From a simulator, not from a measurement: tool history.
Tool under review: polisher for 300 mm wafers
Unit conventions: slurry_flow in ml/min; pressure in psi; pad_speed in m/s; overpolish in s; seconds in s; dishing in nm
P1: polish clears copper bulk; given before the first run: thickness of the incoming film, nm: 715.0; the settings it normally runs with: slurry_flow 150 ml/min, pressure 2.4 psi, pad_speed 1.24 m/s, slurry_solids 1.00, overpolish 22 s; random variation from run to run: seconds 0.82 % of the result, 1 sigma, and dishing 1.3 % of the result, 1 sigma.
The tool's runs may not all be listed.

{"run": 1, "hour": 4.1, "slurry_flow": 150, "pressure": 2.4, "pad_speed": 1.24, "slurry_solids": 1.0, "overpolish": 22, "seconds": 77.193, "dishing": 92.785}
{"run": 2, "hour": 10.6, "slurry_flow": 150, "pressure": 2.4, "pad_speed": 0.68, "slurry_solids": 1.0, "overpolish": 22, "seconds": 141.48, "dishing": 65.5}
{"run": 3, "hour": 19.4, "slurry_flow": 150, "pressure": 3.5, "pad_speed": 1.24, "slurry_solids": 1.0, "overpolish": 22, "seconds": 52.521, "dishing": 120.16}
{"run": 4, "hour": 24.0, "slurry_flow": 150, "pressure": 2.4, "pad_speed": 1.24, "slurry_solids": 1.45, "overpolish": 22, "seconds": 71.558, "dishing": 97.462}
{"run": 5, "hour": 28.4, "slurry_flow": 150, "pressure": 2.4, "pad_speed": 1.24, "slurry_solids": 1.0, "overpolish": 22, "seconds": 78.248, "dishing": 93.784}
{"run": 6, "hour": 33.8, "slurry_flow": 150, "pressure": 2.4, "pad_speed": 1.24, "slurry_solids": 1.0, "overpolish": 22, "seconds": 76.793, "dishing": 92.9}
{"run": 7, "hour": 42.7, "slurry_flow": 150, "pressure": 2.4, "pad_speed": 1.24, "slurry_solids": 0.5, "overpolish": 22, "seconds": 89.18, "dishing": 86.675}
{"run": 8, "hour": 51.7, "slurry_flow": 220, "pressure": 2.4, "pad_speed": 1.24, "slurry_solids": 1.0, "overpolish": 22, "seconds": 72.915, "dishing": 94.087}
{"run": 9, "hour": 60.9, "slurry_flow": 150, "pressure": 2.4, "pad_speed": 1.24, "slurry_solids": 1.0, "overpolish": 40, "seconds": 77.861, "dishing": 116.81}
{"run": 10, "hour": 66.9, "slurry_flow": 90, "pressure": 2.4, "pad_speed": 1.24, "slurry_solids": 1.0, "overpolish": 22, "seconds": 85.929, "dishing": 88.477}
{"run": 11, "hour": 71.7, "slurry_flow": 150, "pressure": 2.4, "pad_speed": 1.24, "slurry_solids": 1.0, "overpolish": 22, "seconds": 77.527, "dishing": 91.81}
{"run": 12, "hour": 76.8, "slurry_flow": 150, "pressure": 2.4, "pad_speed": 1.92, "slurry_solids": 1.0, "overpolish": 22, "seconds": 50.886, "dishing": 108.9}
{"run": 13, "hour": 86.1, "slurry_flow": 150, "pressure": 1.4, "pad_speed": 1.24, "slurry_solids": 1.0, "overpolish": 22, "seconds": 131.89, "dishing": 61.915}
{"run": 14, "hour": 91.7, "slurry_flow": 200, "pressure": 2.4, "pad_speed": 1.24, "slurry_solids": 0.55, "overpolish": 22, "seconds": 84.041, "dishing": 89.095}
{"run": 15, "hour": 99.7, "slurry_flow": 150, "pressure": 2.4, "pad_speed": 1.24, "slurry_solids": 1.0, "overpolish": 7, "seconds": 77.409, "dishing": 43.446}
{"run": 16, "hour": 105.2, "slurry_flow": 150, "pressure": 2.4, "pad_speed": 1.24, "slurry_solids": 1.0, "overpolish": 22, "seconds": 78.1, "dishing": 91.37}
{"run": 17, "hour": 114.4, "slurry_flow": 150, "pressure": 2.4, "pad_speed": 1.24, "slurry_solids": 1.0, "overpolish": 22, "seconds": 82.118, "dishing": 90.15}
{"run": 18, "hour": 119.4, "slurry_flow": 150, "pressure": 2.4, "pad_speed": 1.24, "slurry_solids": 1.0, "overpolish": 22, "seconds": 82.454, "dishing": 89.417}
{"run": 19, "hour": 126.7, "slurry_flow": 150, "pressure": 2.4, "pad_speed": 1.24, "slurry_solids": 1.0, "overpolish": 22, "seconds": 83.516, "dishing": 89.78}
{"run": 20, "hour": 130.8, "slurry_flow": 150, "pressure": 2.4, "pad_speed": 1.24, "slurry_solids": 1.0, "overpolish": 22, "seconds": 83.831, "dishing": 87.386}
{"run": 21, "hour": 136.1, "slurry_flow": 150, "pressure": 2.4, "pad_speed": 1.24, "slurry_solids": 1.0, "overpolish": 22, "seconds": 83.204, "dishing": 90.745}
{"hour": 136.5, "done": "slurry blender recalibrated"}
{"hour": 138.0, "done": "head pressure recalibrated"}
{"run": 22, "hour": 141.5, "slurry_flow": 150, "pressure": 2.4, "pad_speed": 1.24, "slurry_solids": 1.0, "overpolish": 22, "seconds": 85.485, "dishing": 88.085}
{"run": 23, "hour": 145.9, "slurry_flow": 150, "pressure": 2.4, "pad_speed": 1.24, "slurry_solids": 1.0, "overpolish": 22, "seconds": 84.916, "dishing": 89.472}
{"run": 24, "hour": 151.6, "slurry_flow": 150, "pressure": 2.4, "pad_speed": 1.24, "slurry_solids": 1.0, "overpolish": 22, "seconds": 85.278, "dishing": 88.587}

P1 no longer gives what it gave before; its output has crept away from where it was. The following 2 causes, each at its listed size, fit the log equally well:
A: slurry flow missing at the pad, % = 34.8
B: removal rate lost through wear of the pad, % = 8.69
The onset of the drift is placed at about hour 105.2.
What rules out each remaining cause:
head's pressure below its setpoint, %: maintenance at hour 138.0, after the shift began, did not return the process to its former output
abrasive missing from the slurry, %: maintenance at hour 136.5, after the shift began, did not return the process to its former output

Consider the 4 check runs below, whose results appear as question marks and each of which averages 2 wafers. Which one distinguishes the causes, in that each cause would give it a clearly different result?
{"run": "check 1", "hour": 157.3, "slurry_flow": 150, "pressure": 2.4, "pad_speed": 1.24, "slurry_solids": 0.5, "overpolish": 22, "seconds": "?", "dishing": "?"}
{"run": "check 2", "hour": 157.3, "slurry_flow": 150, "pressure": 3.3, "pad_speed": 1.24, "slurry_solids": 1.0, "overpolish": 22, "seconds": "?", "dishing": "?"}
{"run": "check 3", "hour": 157.3, "slurry_flow": 150, "pressure": 2.4, "pad_speed": 0.72, "slurry_solids": 0.7, "overpolish": 22, "seconds": "?", "dishing": "?"}
{"run": "check 4", "hour": 157.3, "slurry_flow": 90, "pressure": 2.4, "pad_speed": 1.82, "slurry_solids": 1.0, "overpolish": 22, "seconds": "?", "dishing": "?"}

If the cause were each of the candidates in turn, the checks would give the following:
check=check_1 result=seconds if_A=97.829 if_B=97.834
check=check_1 result=dishing if_A=81.967 if_B=81.965
check=check_2 result=seconds if_A=61.713 if_B=61.716
check=check_2 result=dishing if_A=110.680 if_B=110.680
check=check_3 result=seconds if_A=157.490 if_B=157.500
check=check_3 result=dishing if_A=60.202 if_B=60.200
check=check_4 result=seconds if_A=68.099 if_B=64.727
check=check_4 result=dishing if_A=98.519 if_B=100.680
Separation of the two closest causes in each check, using whichever result separates them best: check 1 0 %; check 2 0 %; check 3 0 %; check 4 5.08 %
The causes can be told apart only by check 4. The other checks would give nearly the same results under each of them.

Here is what check 4 returned: seconds 68.384 s; dishing 99.236 nm. Which cause is it?

A is the cause: slurry flow missing at the pad, %.
